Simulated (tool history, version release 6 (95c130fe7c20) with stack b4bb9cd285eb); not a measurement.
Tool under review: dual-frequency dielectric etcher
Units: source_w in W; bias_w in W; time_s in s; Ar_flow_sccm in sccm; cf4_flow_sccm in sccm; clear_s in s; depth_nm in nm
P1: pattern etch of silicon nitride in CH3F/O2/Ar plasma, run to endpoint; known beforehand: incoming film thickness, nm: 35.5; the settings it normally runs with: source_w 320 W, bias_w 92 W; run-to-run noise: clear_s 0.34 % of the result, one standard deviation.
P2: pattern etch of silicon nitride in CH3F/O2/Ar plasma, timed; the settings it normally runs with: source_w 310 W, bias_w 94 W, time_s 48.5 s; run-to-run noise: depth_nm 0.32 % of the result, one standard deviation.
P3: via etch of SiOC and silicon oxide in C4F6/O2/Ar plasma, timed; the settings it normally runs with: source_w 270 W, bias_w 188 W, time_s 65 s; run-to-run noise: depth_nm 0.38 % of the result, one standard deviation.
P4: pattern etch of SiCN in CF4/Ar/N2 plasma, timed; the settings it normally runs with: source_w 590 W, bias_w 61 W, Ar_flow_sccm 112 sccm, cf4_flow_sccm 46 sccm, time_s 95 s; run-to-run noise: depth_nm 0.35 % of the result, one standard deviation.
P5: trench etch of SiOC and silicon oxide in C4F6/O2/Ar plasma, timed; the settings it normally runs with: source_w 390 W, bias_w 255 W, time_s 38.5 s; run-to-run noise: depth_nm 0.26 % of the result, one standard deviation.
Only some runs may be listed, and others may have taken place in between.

run,hour,process,source_w,bias_w,time_s,Ar_flow_sccm,cf4_flow_sccm,clear_s,depth_nm
1,4.5,P1,320,92,,,,51.546,
2,10.1,P1,320,92,,,,51.388,
3,16.3,P3,270,188,65,,,,62.041
4,20.9,P5,390,255,38.5,,,,85.265
5,25.5,P1,190,92,,,,62.351,
6,34.1,P5,480,255,38.5,,,,92.06
7,39.9,P2,310,94,30,,,,20.716
8,45.7,P1,400,92,,,,47.157,
9,50.5,P1,320,92,,,,51.319,
10,56,P2,310,94,48.5,,,,33.314
11,60.1,P2,190,94,48.5,,,,27.948
12,65.3,P3,320,188,65,,,,66.425
13,73.7,P5,390,255,38.5,,,,85.483
14,77.6,P1,230,120,,,,52.357,
15,83.4,P1,320,92,,,,51.363,
16,87.6,P5,390,173,38.5,,,,75.267
17,93.4,P4,590,61,95,70,46,,98.803
18,97.7,P1,320,92,,,,51.386,
19,102.8,P3,270,188,47.5,,,,45.812
20,108.6,P4,590,61,95,112,46,,91.398
21,114.5,P1,320,63,,,,58.767,
22,123.2,P4,590,72,95,112,46,,96.98
23,130.8,P5,390,255,27,,,,59.783
24,136.5,P2,310,119,48.5,,,,36.221
25,142.6,P1,220,66,,,,66.905,
26,147.5,P4,590,61,60.5,112,46,,57.957
27,153.3,P4,590,61,95,112,57,,94.446
28,159.8,P1,320,113,,,,47.449,
29,168.2,P3,270,225,65,,,,66.701
30,172.5,P4,730,61,95,112,46,,109.55
31,178.5,P3,270,188,65,,,,62.525
32,184.7,P1,320,92,,,,51.495,
33,191.5,P1,320,92,,,,50.815,
34,199.4,P1,320,92,,,,50.848,
35,204.1,P1,320,92,,,,50.632,
36,210.7,P1,320,92,,,,50.47,
37,217.5,P1,320,92,,,,51.01,
# hour 223.5: wet clean of the chamber
38,224.2,P1,320,92,,,,50.714,
39,231,P1,320,92,,,,50.537,
40,236.4,P1,320,92,,,,50.463,

Compared with where it was, what P1 gives has crept away. Each cause listed below fits the log as well as the rest, at the size given for it:
A: bias power that arrives over what is set, % = 4.77
B: source power that arrives over what is set, % = 4.72
At approximately hour 184.7, the process output began to creep.
All other causes, with the reason each is excluded:
chamber walls in a state that raises the etch rate, %: serviced at hour 223.5, after the drift had started, without restoring the earlier output

Below are 4 check runs, each averaged over 2 wafers, with their results shown as question marks. Which of them would give clearly different results depending on which cause is behind the drift?
check 1,241.8,P2,310,94,48.5,,,,?
check 2,241.8,P5,390,255,38.5,,,,?
check 3,241.8,P4,590,61,95,112,46,,?
check 4,241.8,P3,270,188,65,,,,?

If the cause were each of the candidates in turn, the checks would give the following:
check,result,if A,if B
check 1,depth_nm,33.905,33.901
check 2,depth_nm,86.571,86.716
check 3,depth_nm,92.763,94.967
check 4,depth_nm,63.435,63.565
Distance between the nearest two causes, measured in the result of the check that separates them most: check 1 0.01 %; check 2 0.17 %; check 3 2.35 %; check 4 0.21 %
Check 3 distinguishes between the causes, while the remaining checks would return nearly the same result for all of them.

Check 3 has now been run. It gave: depth_nm 92.923 nm. Which of the candidate causes is it?

A is the cause: bias power that arrives over what is set, %.
